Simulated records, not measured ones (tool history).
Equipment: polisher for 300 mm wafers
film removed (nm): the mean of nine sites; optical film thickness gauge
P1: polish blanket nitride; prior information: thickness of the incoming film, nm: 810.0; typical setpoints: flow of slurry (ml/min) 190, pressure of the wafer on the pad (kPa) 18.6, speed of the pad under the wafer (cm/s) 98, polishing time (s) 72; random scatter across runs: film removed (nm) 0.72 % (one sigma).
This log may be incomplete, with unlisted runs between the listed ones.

run,day,flow of slurry (ml/min),pressure of the wafer on the pad (kPa),speed of the pad under the wafer (cm/s),polishing time (s),wafers polished on this pad,hours since the slurry nozzle was cleaned,hours since the head pressure was calibrated,film removed (nm)
1,0.567,190,18.6,98,72,1229,150.5,241.7,110.01
2,1.1,115,18.6,98,72,1344,163.3,254.5,99.853
# day 1.158: slurry nozzle cleaned
3,1.475,190,29,98,72,1425,7.6,263.5,168.05
4,1.812,190,18.6,98,72,1498,15.7,271.6,107.72
5,2.188,190,18.6,98,72,1579,24.7,280.6,108.06
6,2.717,260,18.6,74,72,1693,37.4,293.3,90.566
7,3.262,240,18.6,98,72,1811,50.5,306.4,111.9
8,3.679,190,18.6,98,72,1901,60.5,316.4,109.13
9,4.125,190,9,98,72,1997,71.2,327.1,52.264
10,4.504,190,18.6,44,72,2079,80.3,336.2,57.554
11,4.85,190,18.6,98,97,2153,88.6,344.5,147.71
12,5.15,190,18.6,98,72,2218,95.8,351.7,108.82
13,5.571,190,18.6,148,72,2309,105.9,361.8,151.92
14,5.846,190,18.6,98,38,2368,112.5,368.4,56.86
15,6.262,190,18.6,98,72,2458,122.5,378.4,107.82
16,6.542,190,18.6,98,72,2518,129.2,385.1,108.29
17,6.896,190,18.6,98,72,2594,137.7,393.6,106.94
18,7.258,190,18.6,98,72,2673,146.4,402.3,104.5
19,7.646,190,18.6,98,72,2756,155.7,411.6,105.28
20,8.162,190,18.6,98,72,2868,168.1,424,104.17
21,8.667,190,18.6,98,72,2976,180.2,436.1,103.87
# day 9.05: worn pad replaced by a new one
22,9.242,190,18.6,98,72,41,194,449.9,101.42
23,9.588,190,18.6,98,72,116,202.3,458.2,103.06
24,10.025,190,18.6,98,72,210,212.8,468.7,102.84

Compared with where it was, what P1 gives has crept away. Each cause listed below fits the log as well as the rest, at the size given for it:
A: head's pressure below its setpoint, % = 5.13
B: slurry flow missing at the pad, % = 27.6
At approximately day 6.262, the process output began to creep.
Each remaining cause and why it is not a fit:
removal rate lost through wear of the pad, %: maintenance at day 9.05, after the shift began, did not return the process to its former output

Of the 4 check runs below, each run on 3 wafers with the results averaged and each result still a question mark, which one would tell the listed causes apart?
check 1,10.462,190,9,98,41,,,,?
check 2,10.462,190,18.6,98,57,,,,?
check 3,10.462,190,18.6,46,40,,,,?
check 4,10.462,115,26.9,98,72,,,,?

What every check run would give for each of its results, assuming each possible cause in turn:
check,result,if A,if B
check 1,film removed (nm),28.251,28.249
check 2,film removed (nm),81.571,81.568
check 3,film removed (nm),31.257,31.256
check 4,film removed (nm),136.1,132.04
Separation of the two closest causes in each check, using whichever result separates them best: check 1 0 %; check 2 0 %; check 3 0 %; check 4 3.03 %
Check 4 tells the causes apart: in the others they would give nearly the same result.

With check 4 done, the readings were: film removed (nm) 131.42. Identify which of the listed causes applies.

The cause is B: slurry flow missing at the pad, %.

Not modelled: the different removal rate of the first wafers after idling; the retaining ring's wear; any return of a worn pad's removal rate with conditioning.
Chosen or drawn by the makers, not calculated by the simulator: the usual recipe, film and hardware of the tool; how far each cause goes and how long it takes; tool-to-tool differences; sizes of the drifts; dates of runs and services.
